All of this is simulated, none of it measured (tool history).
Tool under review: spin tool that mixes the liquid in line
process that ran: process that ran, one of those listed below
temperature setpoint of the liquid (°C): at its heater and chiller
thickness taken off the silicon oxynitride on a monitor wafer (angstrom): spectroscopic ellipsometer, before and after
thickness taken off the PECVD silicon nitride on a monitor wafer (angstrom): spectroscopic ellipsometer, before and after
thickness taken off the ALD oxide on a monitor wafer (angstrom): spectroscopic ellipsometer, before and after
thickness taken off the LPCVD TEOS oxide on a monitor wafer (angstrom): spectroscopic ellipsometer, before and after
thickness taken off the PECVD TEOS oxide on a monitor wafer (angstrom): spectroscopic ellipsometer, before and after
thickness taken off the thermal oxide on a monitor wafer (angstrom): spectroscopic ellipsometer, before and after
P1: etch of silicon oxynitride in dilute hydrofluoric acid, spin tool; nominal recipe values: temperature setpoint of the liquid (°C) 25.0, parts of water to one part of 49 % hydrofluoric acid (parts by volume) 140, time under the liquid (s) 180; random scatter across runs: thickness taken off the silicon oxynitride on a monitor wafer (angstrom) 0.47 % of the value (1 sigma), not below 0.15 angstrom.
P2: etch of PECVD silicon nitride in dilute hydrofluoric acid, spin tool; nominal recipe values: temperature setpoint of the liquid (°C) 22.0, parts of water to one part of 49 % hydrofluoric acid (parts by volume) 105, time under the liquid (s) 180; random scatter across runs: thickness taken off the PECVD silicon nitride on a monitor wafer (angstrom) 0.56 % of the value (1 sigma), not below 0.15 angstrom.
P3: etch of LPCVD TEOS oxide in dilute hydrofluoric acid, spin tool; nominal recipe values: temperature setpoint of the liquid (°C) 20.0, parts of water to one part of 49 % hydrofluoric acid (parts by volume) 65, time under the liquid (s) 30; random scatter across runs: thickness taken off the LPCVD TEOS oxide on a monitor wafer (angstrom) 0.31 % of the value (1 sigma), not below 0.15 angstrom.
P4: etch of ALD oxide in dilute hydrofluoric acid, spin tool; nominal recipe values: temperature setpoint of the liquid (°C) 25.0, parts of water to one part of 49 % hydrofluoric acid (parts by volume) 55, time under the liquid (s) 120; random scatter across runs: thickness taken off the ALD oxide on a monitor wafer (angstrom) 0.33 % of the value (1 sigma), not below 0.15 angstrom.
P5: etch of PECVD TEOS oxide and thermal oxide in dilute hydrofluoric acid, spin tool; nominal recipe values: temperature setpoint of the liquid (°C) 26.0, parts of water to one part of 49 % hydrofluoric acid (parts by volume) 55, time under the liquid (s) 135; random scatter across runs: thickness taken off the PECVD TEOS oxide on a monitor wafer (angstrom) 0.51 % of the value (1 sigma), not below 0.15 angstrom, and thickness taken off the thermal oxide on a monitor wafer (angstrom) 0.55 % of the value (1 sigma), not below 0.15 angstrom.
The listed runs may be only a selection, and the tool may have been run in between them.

run	hour	process that ran	temperature setpoint of the liquid (°C)	parts of water to one part of 49 % hydrofluoric acid (parts by volume)	time under the liquid (s)	thickness taken off the silicon oxynitride on a monitor wafer (angstrom)	thickness taken off the PECVD silicon nitride on a monitor wafer (angstrom)	thickness taken off the ALD oxide on a monitor wafer (angstrom)	thickness taken off the LPCVD TEOS oxide on a monitor wafer (angstrom)	thickness taken off the PECVD TEOS oxide on a monitor wafer (angstrom)	thickness taken off the thermal oxide on a monitor wafer (angstrom)
1	3.6	P1	25.0	140	180	62.0440					
2	10.7	P1	25.0	55	180	169.7300					
3	14.6	P2	17.0	105	180		37.922				
4	19.5	P4	33.0	55	120			397.62			
5	24.1	P1	25.0	140	15	5.1938					
6	31.1	P4	25.0	105	120			142.16			
7	35.7	P3	20.0	65	30				115.13		
8	39.0	P1	25.0	140	180	62.5560					
9	43.0	P1	25.0	65	265	208.1200					
10	47.1	P5	26.0	55	205					569.92	199.64
11	51.0	P1	25.0	140	180	62.3890					
12	58.1	P1	29.0	140	180	74.2310					
13	63.5	P4	25.0	55	120			290.26			
14	69.2	P1	25.0	140	350	121.0000					
15	73.5	P3	20.0	65	50				191.06		
16	78.7	P5	26.0	55	135					372.25	131.61
17	83.5	P1	20.5	140	180	50.4130					
18	86.8	P3	17.0	65	30				101.32		
19	92.2	P1	25.0	140	180	62.1050					
20	96.8	P4	25.0	55	120			290.79			
21	103.7	P1	25.0	140	180	62.2750					
22	108.8	P5	26.0	30	135					710.15	249.22
23	116.1	P3	20.0	90	30				80.12		
24	120.7	P4	25.0	55	215			518.56			
25	126.0	P1	25.0	245	180	32.7980					
26	131.8	P3	20.0	65	30				114.60		
27	135.6	P1	25.0	190	50	12.3020					

Run 28 is up next; what results do you expect?
28	139.1	P2	22.0	105	350		?				

Run 28 yielded thickness taken off the PECVD silicon nitride on a monitor wafer (angstrom) 104.450.
